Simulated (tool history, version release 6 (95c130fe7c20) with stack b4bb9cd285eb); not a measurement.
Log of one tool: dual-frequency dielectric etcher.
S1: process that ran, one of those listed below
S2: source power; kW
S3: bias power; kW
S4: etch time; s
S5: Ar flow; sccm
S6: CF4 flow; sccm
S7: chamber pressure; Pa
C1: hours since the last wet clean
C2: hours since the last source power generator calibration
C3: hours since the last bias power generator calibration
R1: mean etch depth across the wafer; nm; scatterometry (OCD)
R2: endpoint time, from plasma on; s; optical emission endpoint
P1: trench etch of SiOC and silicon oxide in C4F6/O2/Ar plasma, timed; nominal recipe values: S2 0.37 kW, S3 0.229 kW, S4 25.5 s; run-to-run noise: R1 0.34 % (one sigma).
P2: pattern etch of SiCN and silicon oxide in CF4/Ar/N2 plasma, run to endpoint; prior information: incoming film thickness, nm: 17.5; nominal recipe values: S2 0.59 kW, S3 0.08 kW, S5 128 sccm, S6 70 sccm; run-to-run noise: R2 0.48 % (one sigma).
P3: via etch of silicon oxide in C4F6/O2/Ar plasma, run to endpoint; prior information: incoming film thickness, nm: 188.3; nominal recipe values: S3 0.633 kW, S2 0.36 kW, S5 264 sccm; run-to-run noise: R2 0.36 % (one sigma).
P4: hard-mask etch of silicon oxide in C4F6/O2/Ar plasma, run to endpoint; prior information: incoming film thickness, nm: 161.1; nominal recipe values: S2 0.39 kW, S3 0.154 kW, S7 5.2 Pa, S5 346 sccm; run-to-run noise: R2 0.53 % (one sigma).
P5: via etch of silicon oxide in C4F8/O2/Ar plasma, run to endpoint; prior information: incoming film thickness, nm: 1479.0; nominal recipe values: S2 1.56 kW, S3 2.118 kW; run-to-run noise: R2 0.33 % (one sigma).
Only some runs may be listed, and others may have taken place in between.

run	hour	S1	S2	S3	S4	S5	S6	S7	C1	C2	C3	R1	R2
1	14	P1	0.37	0.229	25.5				165.3	426	1976.9	53.981	
2	25.3	P1	0.45	0.164	25.5				176.6	437.3	1988.2	52.149	
3	36.2	P2	0.59	0.08		128	70		187.5	448.2	1999.1		16.018
4	52.8	P1	0.37	0.229	36.5				204.1	464.8	2015.7	76.834	
5	62.1	P1	0.37	0.229	25.5				213.4	474.1	2025	53.757	
6	77.1	P3	0.45	0.633		264			228.4	489.1	2040		36.294
7	87.8	P1	0.46	0.229	25.5				239.1	499.8	2050.7	58.574	
8	100.2	P1	0.3	0.229	16				251.5	512.2	2063.1	31.288	
9	112.6	P2	0.59	0.08		128	70		263.9	524.6	2075.5		15.97
10	121.5	P3	0.36	0.882		264			272.8	533.5	2084.4		34.77
11	137.1	P5	2.15	2.118					288.4	549.1	2100		283.66
12	153.5	P1	0.37	0.229	14				304.8	565.5	2116.4	29.543	
13	161.9	P4	0.39	0.184		346		5.2	313.2	573.9	2124.8		53.271
14	169.9	P2	0.59	0.047		128	70		321.2	581.9	2132.8		18.937
15	179.6	P2	0.45	0.08		128	70		330.9	591.6	2142.5		20.443
16	197.4	P1	0.37	0.229	25.5				348.7	609.4	2160.3	53.469	
17	213.3	P1	0.37	0.229	25.5				364.6	625.3	2176.2	53.535	
18	228.9	P1	0.37	0.186	25.5				380.2	640.9	2191.8	50.256	
19	241.4	P2	0.59	0.08		128	42		392.7	653.4	2204.3		17.439
20	252.4	P4	0.39	0.154		250		5.2	403.7	664.4	2215.3		55.344
21	264	P5	1.56	2.118					415.3	676	2226.9		320.38
22	273	P1	0.25	0.229	25.5				424.3	685	2235.9	46.195	

Predict the results of run 23:
23	282.1	P1	0.37	0.229	25.5				433.4	694.1	2245	?	

R1: 53.986 nm

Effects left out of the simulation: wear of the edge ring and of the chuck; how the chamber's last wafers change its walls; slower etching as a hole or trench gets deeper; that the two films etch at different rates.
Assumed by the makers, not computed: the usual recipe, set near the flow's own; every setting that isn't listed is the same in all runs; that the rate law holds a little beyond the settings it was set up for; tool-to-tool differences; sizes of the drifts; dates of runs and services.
